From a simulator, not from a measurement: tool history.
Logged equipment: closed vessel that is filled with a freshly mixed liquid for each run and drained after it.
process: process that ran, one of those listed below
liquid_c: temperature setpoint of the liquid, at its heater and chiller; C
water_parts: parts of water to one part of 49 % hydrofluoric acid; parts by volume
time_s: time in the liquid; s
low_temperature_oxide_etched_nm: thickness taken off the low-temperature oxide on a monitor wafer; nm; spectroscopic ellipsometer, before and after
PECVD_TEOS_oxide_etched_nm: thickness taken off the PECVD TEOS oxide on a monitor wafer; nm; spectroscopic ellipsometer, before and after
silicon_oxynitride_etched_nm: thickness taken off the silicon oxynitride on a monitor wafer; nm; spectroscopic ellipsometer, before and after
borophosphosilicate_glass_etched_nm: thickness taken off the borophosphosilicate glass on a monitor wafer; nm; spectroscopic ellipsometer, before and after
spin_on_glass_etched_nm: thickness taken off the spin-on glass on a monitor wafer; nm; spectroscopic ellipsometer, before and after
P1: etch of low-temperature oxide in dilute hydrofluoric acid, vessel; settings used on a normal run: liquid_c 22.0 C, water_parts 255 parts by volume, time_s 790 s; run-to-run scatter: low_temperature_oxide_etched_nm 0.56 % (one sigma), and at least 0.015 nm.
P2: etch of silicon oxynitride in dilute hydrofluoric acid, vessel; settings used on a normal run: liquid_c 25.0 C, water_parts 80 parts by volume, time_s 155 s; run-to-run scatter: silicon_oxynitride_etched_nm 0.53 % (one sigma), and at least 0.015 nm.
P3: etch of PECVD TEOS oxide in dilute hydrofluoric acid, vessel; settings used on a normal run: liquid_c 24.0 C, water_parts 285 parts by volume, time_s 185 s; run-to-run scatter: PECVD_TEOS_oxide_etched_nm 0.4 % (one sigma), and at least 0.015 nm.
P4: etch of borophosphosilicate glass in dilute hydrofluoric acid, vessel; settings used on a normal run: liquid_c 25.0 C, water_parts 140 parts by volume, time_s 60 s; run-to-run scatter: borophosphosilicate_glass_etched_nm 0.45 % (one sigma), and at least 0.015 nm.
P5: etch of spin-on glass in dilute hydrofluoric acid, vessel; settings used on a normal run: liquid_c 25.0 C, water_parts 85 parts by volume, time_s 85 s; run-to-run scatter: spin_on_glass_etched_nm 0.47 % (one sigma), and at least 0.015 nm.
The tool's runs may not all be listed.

run     day  process  liquid_c  water_parts  time_s  low_temperature_oxide_etched_nm  PECVD_TEOS_oxide_etched_nm  silicon_oxynitride_etched_nm  borophosphosilicate_glass_etched_nm  spin_on_glass_etched_nm
  1   0.662       P1      22.0          255     790                           57.308
  2   1.175       P3      28.0          285     185                                                      11.3650
  3   1.779       P2      25.0           35     155                                                                                    23.9150
  4   2.367       P3      24.0          285     305                                                      16.3440
  5   2.800       P1      22.0          255    1140                           82.703
  6   3.292       P1      22.0          255     790                           57.412
  7   3.946       P1      22.0          255     240                           17.361
  8   4.600       P4      25.0          140      60                                                                                                                          20.998
  9   5.054       P4      25.0           65      60                                                                                                                          50.036
      5.371  -- thermometer replaced
 10   5.483       P2      25.0           80     155                                                                                    10.0740
 11   5.875       P4      32.5          140      60                                                                                                                          27.571
 12   6.208       P1      22.0           40     790                          466.660
 13   6.771       P3      24.0           55     185                                                      66.4580
 14   7.308       P5      25.0           85     155                                                                                                                                                   72.539
 15   7.629       P1      25.5          255     135                           11.023
 16   8.292       P1      22.0          255     790                           56.458
 17   8.900       P4      25.0          140      60                                                                                                                          20.955
 18   9.438       P1      22.0          470     790                           25.757
 19  10.000       P4      25.0          140      30                                                                                                                          10.558
 20  10.492       P2      33.0           80     155                                                                                    14.4670
 21  11.012       P2      25.0           80      30                                                                                     1.9321
 22  11.458       P3      24.0          285     185                                                       9.9478
 23  11.817       P1      22.0          255     790                           57.042
 24  12.467       P5      25.0          150      85                                                                                                                                                   20.899
 25  12.996       P1      22.0          255     790                           57.025
 26  13.408       P1      27.5          255    1265                          112.530
 27  13.846       P1      27.5          255     790                           69.382
 28  14.450       P5      32.0           85      85                                                                                                                                                   52.702
 29  14.792       P1      22.0          255     790                           57.528
 30  15.304       P1      17.0          255     790                           47.364
 31  15.675       P5      25.0           85      85                                                                                                                                                   40.104
 32  16.038       P1      22.0          255     790                           57.099
 33  16.354       P1      22.0          255     790                           58.015
 34  16.850       P1      22.0          255     790                           59.736
 35  17.454       P1      22.0          255     790                           60.738
 36  17.821       P1      22.0          255     790                           60.567
 37  18.312       P1      22.0          255     790                           61.340
 38  18.921       P1      22.0          255     790                           61.888
 39  19.467       P1      22.0          255     790                           61.718
 40  19.954       P1      22.0          255     790                           61.087
 41  20.258       P1      22.0          255     790                           61.318
 42  20.729       P1      22.0          255     790                           61.090
 43  21.029       P1      22.0          255     790                           62.101

P1 no longer gives what it gave before; its output has crept away from where it was. The following 2 causes, each at its listed size, fit the log equally well:
A: hydrofluoric acid flow above the setpoint (%) = 6.35
B: liquid hotter than its thermometer reads (K) = 2.13
The creep began at about day 16.038.

Which of the check runs below tells the causes apart, meaning the causes would give it clearly different results? Each run uses 2 wafers whose results are averaged, and each result is shown as a question mark.
check 1  21.329       P3      27.0          165     185                                                            ?
check 2  21.329       P4      32.0          140      30                                                                                                                               ?
check 3  21.329       P2      29.5           40     155                                                                                          ?
check 4  21.329       P5      25.0          145      85                                                                                                                                                        ?

Expected result of each check under each candidate cause:
  check                               result     if A     if B
check 1           PECVD_TEOS_oxide_etched_nm  23.4120  23.5010
check 2  borophosphosilicate_glass_etched_nm   14.609   14.632
check 3         silicon_oxynitride_etched_nm  27.4560  28.4540
check 4              spin_on_glass_etched_nm   23.311   23.503
Distance between the nearest two causes, measured in the result of the check that separates them most: check 1 0.38 %; check 2 0.16 %; check 3 3.57 %; check 4 0.82 %
Only in check 3 would the causes give clearly different results; in the remaining checks their results would be nearly the same.

Check 3 was then run and gave: silicon_oxynitride_etched_nm 27.4450 nm. Which cause is it?

A is the cause: hydrofluoric acid flow above the setpoint (%).
